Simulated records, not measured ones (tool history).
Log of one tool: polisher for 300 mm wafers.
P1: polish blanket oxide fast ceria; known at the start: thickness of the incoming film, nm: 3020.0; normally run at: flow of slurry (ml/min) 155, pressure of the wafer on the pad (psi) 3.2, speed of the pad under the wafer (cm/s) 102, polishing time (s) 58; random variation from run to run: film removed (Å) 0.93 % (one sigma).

| run | hour | flow of slurry (ml/min) | pressure of the wafer on the pad (psi) | speed of the pad under the wafer (cm/s) | polishing time (s) | wafers polished on this pad | hours since the slurry nozzle was cleaned | hours since the head pressure was calibrated | film removed (Å) |
|---|---|---|---|---|---|---|---|---|---|
| 1 | 6.2 | 155 | 3.2 | 102 | 58 | 733 | 532.7 | 182.3 | 9828 |
| 2 | 10.4 | 155 | 3.2 | 52 | 58 | 773 | 536.9 | 186.5 | 5077.4 |
| 3 | 16.1 | 155 | 4.6 | 102 | 58 | 826 | 542.6 | 192.2 | 14167 |
| 4 | 22.7 | 155 | 3.2 | 102 | 58 | 887 | 549.2 | 198.8 | 9746.2 |
| 5 | 26.7 | 225 | 3.2 | 102 | 58 | 924 | 553.2 | 202.8 | 10462 |
| 6 | 34.2 | 95 | 3.2 | 102 | 58 | 994 | 560.7 | 210.3 | 8700.3 |
| 7 | 39.5 | 155 | 3.2 | 102 | 58 | 1044 | 566 | 215.6 | 9798.2 |
|  | 43.8 | worn pad replaced by a new one |
| 8 | 45.9 | 220 | 1.5 | 102 | 58 | 20 | 572.4 | 222 | 4808.9 |
| 9 | 51 | 155 | 1.5 | 102 | 58 | 67 | 577.5 | 227.1 | 4632 |
| 10 | 58.6 | 155 | 3.2 | 102 | 90 | 138 | 585.1 | 234.7 | 15305 |
| 11 | 64.6 | 155 | 3.2 | 102 | 58 | 194 | 591.1 | 240.7 | 9759.4 |
| 12 | 68.6 | 155 | 3.2 | 102 | 28 | 231 | 595.1 | 244.7 | 4729.3 |
|  | 70.3 | slurry nozzle cleaned |
| 13 | 72.5 | 155 | 3.2 | 102 | 58 | 267 | 2.3 | 248.6 | 9829.4 |
| 14 | 76.9 | 155 | 3.2 | 102 | 58 | 308 | 6.7 | 253 | 9817.3 |
| 15 | 84.8 | 155 | 3.2 | 102 | 58 | 382 | 14.6 | 260.9 | 9892.4 |
| 16 | 92.1 | 155 | 3.2 | 154 | 58 | 450 | 21.9 | 268.2 | 14921 |
| 17 | 96.9 | 155 | 3.2 | 102 | 58 | 494 | 26.7 | 273 | 9844.7 |
| 18 | 101.5 | 155 | 3.2 | 102 | 58 | 537 | 31.3 | 277.6 | 9516.9 |
| 19 | 106.8 | 155 | 3.2 | 102 | 58 | 587 | 36.6 | 282.9 | 9224.5 |
|  | 111.1 | worn pad replaced by a new one |
| 20 | 112 | 155 | 3.2 | 102 | 58 | 8 | 41.8 | 288.1 | 9214.4 |
| 21 | 117.5 | 155 | 3.2 | 102 | 58 | 59 | 47.3 | 293.6 | 9016.6 |
| 22 | 123.1 | 155 | 3.2 | 102 | 58 | 111 | 52.9 | 299.2 | 9044.4 |
| 23 | 129.1 | 155 | 3.2 | 102 | 58 | 167 | 58.9 | 305.2 | 8952.4 |
| 24 | 132.8 | 155 | 3.2 | 102 | 58 | 202 | 62.6 | 308.9 | 9057.3 |

What P1 gives has crept away from where it was. These 2 causes fit the log equally well, each at the size given:
A: head's pressure below its setpoint, % = 8.35
B: slurry flow missing at the pad, % = 34.7
The creep began at about hour 96.9.
Why every other cause is out:
removal rate lost through wear of the pad, %: serviced at hour 111.1, which brought nothing back

4 check runs are offered, each on 2 wafers whose results are averaged, their results left as question marks. Which one tells the causes apart?
| check 1 | 136.5 | 155 | 1.9 | 146 | 58 |  |  |  | ? |
| check 2 | 136.5 | 155 | 1.9 | 66 | 58 |  |  |  | ? |
| check 3 | 136.5 | 95 | 3.2 | 72 | 58 |  |  |  | ? |
| check 4 | 136.5 | 155 | 4.1 | 102 | 87 |  |  |  | ? |

What each check would give under each cause:
| check | result | if A | if B |
|---|---|---|---|
| check 1 | film removed (Å) | 7628.3 | 7628.3 |
| check 2 | film removed (Å) | 3448.4 | 3448.4 |
| check 3 | film removed (Å) | 5714.3 | 5453.1 |
| check 4 | film removed (Å) | 17250 | 17250 |
How far apart the two closest causes lie, in the result that separates them most: check 1 0 %; check 2 0 %; check 3 4.68 %; check 4 0 %
Only check 3 tells the causes apart: in the others they would give nearly the same result.

Check 3 was then run and gave: film removed (Å) 5493.1. Which cause is it?

It is B: slurry flow missing at the pad, %.
